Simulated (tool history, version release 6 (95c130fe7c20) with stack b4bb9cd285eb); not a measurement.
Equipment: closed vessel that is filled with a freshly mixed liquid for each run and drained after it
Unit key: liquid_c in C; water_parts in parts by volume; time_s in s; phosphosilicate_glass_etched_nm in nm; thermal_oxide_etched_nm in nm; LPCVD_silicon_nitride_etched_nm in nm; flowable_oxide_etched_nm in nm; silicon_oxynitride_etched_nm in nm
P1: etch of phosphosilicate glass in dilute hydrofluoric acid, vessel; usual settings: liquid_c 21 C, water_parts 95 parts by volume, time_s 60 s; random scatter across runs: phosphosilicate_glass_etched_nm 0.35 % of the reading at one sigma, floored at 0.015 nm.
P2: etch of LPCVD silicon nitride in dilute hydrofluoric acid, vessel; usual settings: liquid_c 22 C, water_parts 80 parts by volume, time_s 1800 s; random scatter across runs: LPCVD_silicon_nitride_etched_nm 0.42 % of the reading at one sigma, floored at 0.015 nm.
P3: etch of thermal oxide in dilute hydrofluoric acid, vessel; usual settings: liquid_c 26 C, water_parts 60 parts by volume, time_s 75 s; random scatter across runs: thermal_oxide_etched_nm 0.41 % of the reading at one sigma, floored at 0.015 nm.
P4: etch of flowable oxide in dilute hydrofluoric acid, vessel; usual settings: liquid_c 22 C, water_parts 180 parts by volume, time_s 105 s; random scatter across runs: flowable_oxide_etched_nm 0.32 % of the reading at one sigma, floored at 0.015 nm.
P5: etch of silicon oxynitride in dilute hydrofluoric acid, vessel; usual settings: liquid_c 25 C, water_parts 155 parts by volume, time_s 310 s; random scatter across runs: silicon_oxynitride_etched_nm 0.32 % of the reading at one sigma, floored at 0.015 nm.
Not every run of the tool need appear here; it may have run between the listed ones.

run	hour	process	liquid_c	water_parts	time_s	hours since the thermometer was replaced	hours since the hydrofluoric acid flow meter was replaced	phosphosilicate_glass_etched_nm	thermal_oxide_etched_nm	LPCVD_silicon_nitride_etched_nm	flowable_oxide_etched_nm	silicon_oxynitride_etched_nm
1	8.6	P1	21	95	60	905.3	274.4	33.694				
2	14.2	P1	21	40	60	910.9	280	85.262				
3	22.3	P1	21	95	60	919	288.1	33.755				
4	28.7	P1	17	95	60	925.4	294.5	28.588				
5	37.4	P3	26	90	75	934.1	303.2		4.3075			
6	42.1	P2	22	35	1800	938.8	307.9			23.169		
7	48.5	P1	21	95	60	945.2	314.3	33.686				
8	53.9	P1	21	95	60	950.6	319.7	33.504				
9	62.5	P4	22	180	30	959.2	328.3				7.5259	
10	68.8	P5	25	155	105	965.5	334.6					2.1257
11	77.3	P1	27.5	165	60	974	343.1	22.784				
12	82.5	P1	26	95	95	979.2	348.3	65.389				
13	86.5	P1	21	95	30	983.2	352.3	16.782				
14	92.3	P1	21	95	60	989	358.1	33.843				
15	98.4	P4	22	55	105	995.1	364.2				99.402	
16	107.5	P5	25	155	310	1004.2	373.3					6.2283
17	114.3	P5	25	155	310	1011	380.1					6.2767
18	119.2	P5	31.5	155	310	1015.9	385					8.352
19	126	P5	25	50	310	1022.7	391.8					21.289
20	134.1	P3	26	60	75	1030.8	399.9		6.7373			
21	140.5	P4	30.5	180	105	1037.2	406.3				36.072	
22	148.1	P1	27	20	60	1044.8	413.9	224.82				

Run 23 comes next. What will it give?
23	155.4	P2	28.5	80	1800	1052.1	421.2			?		

{"run 23": {"LPCVD_silicon_nitride_etched_nm": 15.9}}
